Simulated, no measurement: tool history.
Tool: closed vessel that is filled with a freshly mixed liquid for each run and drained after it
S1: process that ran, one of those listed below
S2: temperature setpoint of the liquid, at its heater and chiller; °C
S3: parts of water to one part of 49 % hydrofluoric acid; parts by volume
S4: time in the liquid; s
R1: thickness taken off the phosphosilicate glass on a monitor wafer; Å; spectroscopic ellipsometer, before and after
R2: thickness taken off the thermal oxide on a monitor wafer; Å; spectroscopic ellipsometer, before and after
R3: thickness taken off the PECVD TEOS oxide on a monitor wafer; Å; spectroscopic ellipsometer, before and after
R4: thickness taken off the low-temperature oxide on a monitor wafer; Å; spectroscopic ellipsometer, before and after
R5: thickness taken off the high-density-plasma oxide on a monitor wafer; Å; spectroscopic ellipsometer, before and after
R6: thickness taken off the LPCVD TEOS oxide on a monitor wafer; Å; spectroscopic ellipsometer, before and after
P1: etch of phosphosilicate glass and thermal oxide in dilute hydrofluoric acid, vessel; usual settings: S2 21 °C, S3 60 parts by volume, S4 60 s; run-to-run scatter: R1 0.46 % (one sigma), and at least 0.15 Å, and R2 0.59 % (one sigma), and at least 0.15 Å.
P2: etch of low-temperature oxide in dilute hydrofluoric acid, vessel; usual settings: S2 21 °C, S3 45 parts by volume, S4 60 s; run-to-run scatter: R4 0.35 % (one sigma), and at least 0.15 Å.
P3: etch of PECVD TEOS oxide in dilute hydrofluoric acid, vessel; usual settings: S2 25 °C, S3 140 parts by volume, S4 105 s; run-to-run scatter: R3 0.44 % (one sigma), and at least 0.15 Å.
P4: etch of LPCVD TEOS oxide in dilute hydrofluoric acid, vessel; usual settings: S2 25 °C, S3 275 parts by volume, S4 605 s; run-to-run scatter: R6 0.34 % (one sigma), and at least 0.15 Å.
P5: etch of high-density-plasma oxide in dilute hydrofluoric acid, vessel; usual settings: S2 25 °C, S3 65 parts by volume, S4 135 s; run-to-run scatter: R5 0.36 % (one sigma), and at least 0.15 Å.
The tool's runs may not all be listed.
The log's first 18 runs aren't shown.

{"run": 19, "hour": 258.2, "S1": "P4", "S2": 25, "S3": 275, "S4": 605, "R6": 514.04}
{"run": 20, "hour": 270.9, "S1": "P1", "S2": 21, "S3": 100, "S4": 60, "R1": 813.01, "R2": 23.642}
{"run": 21, "hour": 279.7, "S1": "P1", "S2": 21, "S3": 60, "S4": 110, "R1": 2629.2, "R2": 77.231}
{"run": 22, "hour": 295.4, "S1": "P5", "S2": 31.5, "S3": 65, "S4": 135, "R5": 153.19}
{"hour": 298.4, "done": "hydrofluoric acid flow meter replaced"}
{"run": 23, "hour": 303.4, "S1": "P1", "S2": 21, "S3": 60, "S4": 60, "R1": 1443.4, "R2": 42.214}
{"run": 24, "hour": 319.7, "S1": "P3", "S2": 25, "S3": 140, "S4": 30, "R3": 59.725}
{"run": 25, "hour": 332.5, "S1": "P1", "S2": 21, "S3": 60, "S4": 60, "R1": 1427.4, "R2": 42.317}
{"run": 26, "hour": 350.6, "S1": "P2", "S2": 17, "S3": 45, "S4": 60, "R4": 241.52}
{"run": 27, "hour": 368.2, "S1": "P4", "S2": 25, "S3": 275, "S4": 175, "R6": 150.66}
{"run": 28, "hour": 379.5, "S1": "P5", "S2": 25, "S3": 65, "S4": 135, "R5": 119.29}
{"run": 29, "hour": 392.7, "S1": "P3", "S2": 25, "S3": 30, "S4": 105, "R3": 1125.8}
{"run": 30, "hour": 407.4, "S1": "P2", "S2": 21, "S3": 45, "S4": 30, "R4": 143.32}
{"run": 31, "hour": 419.3, "S1": "P4", "S2": 29, "S3": 275, "S4": 605, "R6": 592.5}
{"run": 32, "hour": 432.4, "S1": "P1", "S2": 21, "S3": 60, "S4": 60, "R1": 1426.4, "R2": 41.695}
{"run": 33, "hour": 444.5, "S1": "P1", "S2": 21, "S3": 60, "S4": 60, "R1": 1467.1, "R2": 42.448}
{"run": 34, "hour": 458.1, "S1": "P1", "S2": 21, "S3": 60, "S4": 60, "R1": 1474.7, "R2": 42.935}

The next listed run, before its measurement:
{"run": 35, "hour": 472.5, "S1": "P1", "S2": 21, "S3": 60, "S4": 60, "R1": "?", "R2": "?"}

{"run 35": {"R1": 1491.5, "R2": 43.492}}

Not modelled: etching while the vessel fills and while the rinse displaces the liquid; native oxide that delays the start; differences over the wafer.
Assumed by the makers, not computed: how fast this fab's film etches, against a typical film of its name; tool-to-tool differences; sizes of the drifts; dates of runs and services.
